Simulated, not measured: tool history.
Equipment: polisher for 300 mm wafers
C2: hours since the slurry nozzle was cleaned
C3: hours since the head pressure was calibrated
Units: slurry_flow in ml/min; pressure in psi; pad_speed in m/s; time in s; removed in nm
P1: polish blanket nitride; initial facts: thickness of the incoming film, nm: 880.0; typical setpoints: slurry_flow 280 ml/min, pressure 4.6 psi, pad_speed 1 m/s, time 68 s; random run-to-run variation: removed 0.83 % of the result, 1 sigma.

Run 1, hour 6.2: slurry_flow 280 ml/min, pressure 4.6 psi, pad_speed 1 m/s, time 68 s; wafers polished on this pad 774; C2 486.8; C3 356.5. Result: removed 128.23 nm.
Run 2, hour 11.6: slurry_flow 280 ml/min, pressure 4.6 psi, pad_speed 1 m/s, time 68 s; wafers polished on this pad 812; C2 492.2; C3 361.9. Result: removed 129.59 nm.
Run 3, hour 16.4: slurry_flow 280 ml/min, pressure 6.2 psi, pad_speed 1 m/s, time 68 s; wafers polished on this pad 845; C2 497; C3 366.7. Result: removed 175.37 nm.
Run 4, hour 21.4: slurry_flow 280 ml/min, pressure 4.6 psi, pad_speed 1 m/s, time 68 s; wafers polished on this pad 880; C2 502; C3 371.7. Result: removed 130.54 nm.
Run 5, hour 26.3: slurry_flow 280 ml/min, pressure 4.6 psi, pad_speed 1 m/s, time 68 s; wafers polished on this pad 915; C2 506.9; C3 376.6. Result: removed 131.39 nm.
Run 6, hour 33.8: slurry_flow 400 ml/min, pressure 4.6 psi, pad_speed 1 m/s, time 68 s; wafers polished on this pad 967; C2 514.4; C3 384.1. Result: removed 131.54 nm.
Run 7, hour 40: slurry_flow 280 ml/min, pressure 4.6 psi, pad_speed 1 m/s, time 31 s; wafers polished on this pad 1010; C2 520.6; C3 390.3. Result: removed 59.217 nm.
Run 8, hour 46.1: slurry_flow 280 ml/min, pressure 4.6 psi, pad_speed 1 m/s, time 97 s; wafers polished on this pad 1053; C2 526.7; C3 396.4. Result: removed 184.69 nm.
Run 9, hour 50: slurry_flow 280 ml/min, pressure 4.6 psi, pad_speed 1 m/s, time 68 s; wafers polished on this pad 1080; C2 530.6; C3 400.3. Result: removed 130.27 nm.
Run 10, hour 57: slurry_flow 280 ml/min, pressure 3 psi, pad_speed 1 m/s, time 68 s; wafers polished on this pad 1129; C2 537.6; C3 407.3. Result: removed 83.934 nm.
Run 11, hour 63.6: slurry_flow 280 ml/min, pressure 4.6 psi, pad_speed 1.4 m/s, time 68 s; wafers polished on this pad 1175; C2 544.2; C3 413.9. Result: removed 168.65 nm.
Run 12, hour 70.7: slurry_flow 280 ml/min, pressure 6.4 psi, pad_speed 1 m/s, time 44 s; wafers polished on this pad 1225; C2 551.3; C3 421. Result: removed 114.36 nm.
Run 13, hour 78.4: slurry_flow 280 ml/min, pressure 5.8 psi, pad_speed 0.46 m/s, time 68 s; wafers polished on this pad 1279; C2 559; C3 428.7. Result: removed 87.649 nm.
Run 14, hour 86.7: slurry_flow 280 ml/min, pressure 4.6 psi, pad_speed 0.48 m/s, time 68 s; wafers polished on this pad 1337; C2 567.3; C3 437. Result: removed 73.158 nm.
Run 15, hour 90.6: slurry_flow 170 ml/min, pressure 4.6 psi, pad_speed 1 m/s, time 68 s; wafers polished on this pad 1364; C2 571.2; C3 440.9. Result: removed 123.28 nm.
Run 16, hour 95.9: slurry_flow 280 ml/min, pressure 4.6 psi, pad_speed 1 m/s, time 68 s; wafers polished on this pad 1401; C2 576.5; C3 446.2. Result: removed 129.07 nm.
Run 17, hour 99.7: slurry_flow 280 ml/min, pressure 4.6 psi, pad_speed 1 m/s, time 68 s; wafers polished on this pad 1428; C2 580.3; C3 450. Result: removed 126.12 nm.
Run 18, hour 104.5: slurry_flow 280 ml/min, pressure 4.6 psi, pad_speed 1 m/s, time 68 s; wafers polished on this pad 1461; C2 585.1; C3 454.8. Result: removed 126.53 nm.

What does the tool deliver on the next run?
Run 19, hour 108.9: slurry_flow 280 ml/min, pressure 4.6 psi, pad_speed 1 m/s, time 68 s; wafers polished on this pad 1492; C2 589.5; C3 459.2. Result: removed ?.

removed: 122.38 nm

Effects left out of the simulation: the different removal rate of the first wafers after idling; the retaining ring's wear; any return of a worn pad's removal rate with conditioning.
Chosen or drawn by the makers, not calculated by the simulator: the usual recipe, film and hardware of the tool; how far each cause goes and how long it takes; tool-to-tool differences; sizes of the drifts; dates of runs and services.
